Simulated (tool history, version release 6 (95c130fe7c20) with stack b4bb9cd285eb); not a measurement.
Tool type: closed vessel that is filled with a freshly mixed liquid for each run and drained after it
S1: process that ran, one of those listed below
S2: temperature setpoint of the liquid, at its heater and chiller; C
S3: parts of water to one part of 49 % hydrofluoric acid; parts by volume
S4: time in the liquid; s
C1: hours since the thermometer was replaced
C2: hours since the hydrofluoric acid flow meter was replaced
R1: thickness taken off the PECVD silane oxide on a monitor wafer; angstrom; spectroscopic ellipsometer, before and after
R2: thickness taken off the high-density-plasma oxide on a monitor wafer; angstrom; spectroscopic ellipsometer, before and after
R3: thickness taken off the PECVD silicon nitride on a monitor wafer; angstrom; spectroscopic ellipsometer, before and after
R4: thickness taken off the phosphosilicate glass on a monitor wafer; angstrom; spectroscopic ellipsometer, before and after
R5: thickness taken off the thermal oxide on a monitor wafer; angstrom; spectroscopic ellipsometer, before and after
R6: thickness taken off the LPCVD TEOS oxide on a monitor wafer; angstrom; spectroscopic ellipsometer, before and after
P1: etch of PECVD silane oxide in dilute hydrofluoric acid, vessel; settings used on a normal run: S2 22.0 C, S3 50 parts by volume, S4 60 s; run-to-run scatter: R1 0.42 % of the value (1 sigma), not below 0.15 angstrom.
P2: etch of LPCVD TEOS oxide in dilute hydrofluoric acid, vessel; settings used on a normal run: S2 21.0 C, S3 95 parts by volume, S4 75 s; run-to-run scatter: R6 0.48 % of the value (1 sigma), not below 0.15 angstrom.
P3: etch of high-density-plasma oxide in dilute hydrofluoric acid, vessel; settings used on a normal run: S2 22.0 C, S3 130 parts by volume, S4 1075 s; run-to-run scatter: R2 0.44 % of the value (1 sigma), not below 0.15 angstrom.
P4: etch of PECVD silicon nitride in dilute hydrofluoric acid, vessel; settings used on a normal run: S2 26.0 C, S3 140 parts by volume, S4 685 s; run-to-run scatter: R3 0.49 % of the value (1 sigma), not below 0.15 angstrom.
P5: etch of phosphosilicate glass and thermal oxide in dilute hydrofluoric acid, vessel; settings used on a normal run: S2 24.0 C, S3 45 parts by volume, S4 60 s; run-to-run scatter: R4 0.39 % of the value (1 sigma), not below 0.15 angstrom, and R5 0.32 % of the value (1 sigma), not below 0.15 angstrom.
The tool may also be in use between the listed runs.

Run 1, hour 4.2: S1 P1, S2 22.0 C, S3 50 parts by volume, S4 60 s; C1 626.6; C2 324.5. Result: R1 235.80 angstrom.
Run 2, hour 12.7: S1 P3, S2 22.0 C, S3 130 parts by volume, S4 1075 s; C1 635.1; C2 333.0. Result: R2 380.27 angstrom.
Run 3, hour 18.7: S1 P1, S2 22.0 C, S3 30 parts by volume, S4 60 s; C1 641.1; C2 339.0. Result: R1 401.19 angstrom.
Run 4, hour 24.3: S1 P4, S2 26.0 C, S3 140 parts by volume, S4 685 s; C1 646.7; C2 344.6. Result: R3 107.320 angstrom.
Run 5, hour 32.5: S1 P5, S2 24.0 C, S3 45 parts by volume, S4 30 s; C1 654.9; C2 352.8. Result: R4 620.75 angstrom, R5 31.935 angstrom.
Run 6, hour 37.5: S1 P1, S2 22.0 C, S3 50 parts by volume, S4 30 s; C1 659.9; C2 357.8. Result: R1 117.82 angstrom.
Run 7, hour 42.6: S1 P4, S2 26.0 C, S3 205 parts by volume, S4 685 s; C1 665.0; C2 362.9. Result: R3 73.567 angstrom.
Run 8, hour 47.3: S1 P2, S2 21.0 C, S3 50 parts by volume, S4 75 s; C1 669.7; C2 367.6. Result: R6 237.00 angstrom.
Run 9, hour 55.3: S1 P1, S2 22.0 C, S3 50 parts by volume, S4 60 s; C1 677.7; C2 375.6. Result: R1 234.91 angstrom.
Run 10, hour 60.5: S1 P1, S2 22.0 C, S3 50 parts by volume, S4 60 s; C1 682.9; C2 380.8. Result: R1 234.38 angstrom.
Run 11, hour 65.8: S1 P5, S2 24.0 C, S3 20 parts by volume, S4 60 s; C1 688.2; C2 386.1. Result: R4 2895.60 angstrom, R5 149.040 angstrom.
Run 12, hour 74.2: S1 P1, S2 22.0 C, S3 50 parts by volume, S4 60 s; C1 696.6; C2 394.5. Result: R1 234.03 angstrom.
Run 13, hour 78.9: S1 P3, S2 18.0 C, S3 130 parts by volume, S4 1075 s; C1 701.3; C2 399.2. Result: R2 325.87 angstrom.
Run 14, hour 83.2: S1 P5, S2 24.0 C, S3 45 parts by volume, S4 60 s; C1 705.6; C2 403.5. Result: R4 1251.60 angstrom, R5 63.645 angstrom.
Run 15, hour 90.0: S1 P1, S2 22.0 C, S3 50 parts by volume, S4 60 s; C1 712.4; C2 410.3. Result: R1 234.58 angstrom.
Run 16, hour 98.8: S1 P4, S2 26.0 C, S3 140 parts by volume, S4 1065 s; C1 721.2; C2 419.1. Result: R3 168.190 angstrom.
Run 17, hour 103.6: S1 P5, S2 18.5 C, S3 45 parts by volume, S4 60 s; C1 726.0; C2 423.9. Result: R4 998.99 angstrom, R5 50.195 angstrom.
Run 18, hour 111.1: S1 P4, S2 19.0 C, S3 140 parts by volume, S4 685 s; C1 733.5; C2 431.4. Result: R3 68.044 angstrom.
Run 19, hour 118.9: S1 P2, S2 21.0 C, S3 95 parts by volume, S4 75 s; C1 741.3; C2 439.2. Result: R6 119.35 angstrom.
Run 20, hour 124.9: S1 P1, S2 29.0 C, S3 50 parts by volume, S4 60 s; C1 747.3; C2 445.2. Result: R1 313.31 angstrom.
Run 21, hour 131.1: S1 P3, S2 22.0 C, S3 130 parts by volume, S4 1075 s; C1 753.5; C2 451.4. Result: R2 382.97 angstrom.
Run 22, hour 137.0: S1 P2, S2 25.5 C, S3 95 parts by volume, S4 75 s; C1 759.4; C2 457.3. Result: R6 141.90 angstrom.
Run 23, hour 142.1: S1 P1, S2 22.0 C, S3 50 parts by volume, S4 90 s; C1 764.5; C2 462.4. Result: R1 352.54 angstrom.
Run 24, hour 146.3: S1 P2, S2 21.0 C, S3 95 parts by volume, S4 120 s; C1 768.7; C2 466.6. Result: R6 189.47 angstrom.
Run 25, hour 155.1: S1 P1, S2 18.0 C, S3 50 parts by volume, S4 60 s; C1 777.5; C2 475.4. Result: R1 198.49 angstrom.
Run 26, hour 163.8: S1 P3, S2 22.0 C, S3 130 parts by volume, S4 445 s; C1 786.2; C2 484.1. Result: R2 158.40 angstrom.
Run 27, hour 169.2: S1 P1, S2 22.0 C, S3 20 parts by volume, S4 30 s; C1 791.6; C2 489.5. Result: R1 303.01 angstrom.
Run 28, hour 175.4: S1 P1, S2 22.0 C, S3 75 parts by volume, S4 60 s; C1 797.8; C2 495.7. Result: R1 151.86 angstrom.
Run 29, hour 180.2: S1 P3, S2 22.0 C, S3 75 parts by volume, S4 1075 s; C1 802.6; C2 500.5. Result: R2 711.31 angstrom.
Run 30, hour 187.1: S1 P1, S2 22.0 C, S3 50 parts by volume, S4 60 s; C1 809.5; C2 507.4. Result: R1 234.99 angstrom.
Run 31, hour 192.5: S1 P1, S2 22.0 C, S3 50 parts by volume, S4 60 s; C1 814.9; C2 512.8. Result: R1 236.00 angstrom.
Run 32, hour 200.8: S1 P1, S2 22.0 C, S3 50 parts by volume, S4 60 s; C1 823.2; C2 521.1. Result: R1 244.37 angstrom.
Run 33, hour 206.4: S1 P1, S2 22.0 C, S3 50 parts by volume, S4 60 s; C1 828.8; C2 526.7. Result: R1 247.37 angstrom.
Run 34, hour 211.6: S1 P1, S2 22.0 C, S3 50 parts by volume, S4 60 s; C1 834.0; C2 531.9. Result: R1 249.82 angstrom.
Run 35, hour 219.4: S1 P1, S2 22.0 C, S3 50 parts by volume, S4 60 s; C1 841.8; C2 539.7. Result: R1 250.27 angstrom.
Run 36, hour 223.9: S1 P1, S2 22.0 C, S3 50 parts by volume, S4 60 s; C1 846.3; C2 544.2. Result: R1 253.27 angstrom.
Run 37, hour 228.4: S1 P1, S2 22.0 C, S3 50 parts by volume, S4 60 s; C1 850.8; C2 548.7. Result: R1 251.33 angstrom.
Run 38, hour 234.1: S1 P1, S2 22.0 C, S3 50 parts by volume, S4 60 s; C1 856.5; C2 554.4. Result: R1 254.81 angstrom.
Run 39, hour 239.2: S1 P1, S2 22.0 C, S3 50 parts by volume, S4 60 s; C1 861.6; C2 559.5. Result: R1 255.81 angstrom.
Run 40, hour 246.3: S1 P1, S2 22.0 C, S3 50 parts by volume, S4 60 s; C1 868.7; C2 566.6. Result: R1 255.97 angstrom.
Run 41, hour 252.0: S1 P1, S2 22.0 C, S3 50 parts by volume, S4 60 s; C1 874.4; C2 572.3. Result: R1 255.40 angstrom.
Run 42, hour 257.1: S1 P1, S2 22.0 C, S3 50 parts by volume, S4 60 s; C1 879.5; C2 577.4. Result: R1 255.00 angstrom.

Something has made what P1 gives creep away from where it was; the 2 causes below, each at its own stated size, fit the log equally well:
A: hydrofluoric acid flow above the setpoint (%) = 8.12
B: liquid hotter than its thermometer reads (K) = 2
The gradual shift began around hour 192.5.

Listed below are the offered check runs, one wafer per run, with question marks in place of results. For which of them would the causes give clearly different outcomes?
Run check 1, hour 262.2: S1 P3, S2 22.0 C, S3 130 parts by volume, S4 1075 s. Result: R2 ?.
Run check 2, hour 262.2: S1 P4, S2 26.0 C, S3 140 parts by volume, S4 685 s. Result: R3 ?.
Run check 3, hour 262.2: S1 P2, S2 21.0 C, S3 95 parts by volume, S4 75 s. Result: R6 ?.
Run check 4, hour 262.2: S1 P5, S2 24.0 C, S3 45 parts by volume, S4 60 s. Result: R4 ?, R5 ?.

Expected result of each check under each candidate cause:
  check  result     if A     if B
check 1      R2   419.00   414.52
check 2      R3  116.500  122.290
check 3      R6   129.35   128.66
check 4      R4  1356.60  1355.80
check 4      R5   69.137   69.096
Minimum pairwise separation of causes per check, each pair taken at its best-separating result: check 1 1.08 %; check 2 4.85 %; check 3 0.53 %; check 4 0.06 %
The other checks would show nearly matching results whichever cause is true, so check 2 is the only one that separates the causes.

The results of check 2 are: R3 116.970 angstrom. Based on these, which of the listed causes is it?

The correct cause is A, namely: hydrofluoric acid flow above the setpoint (%).
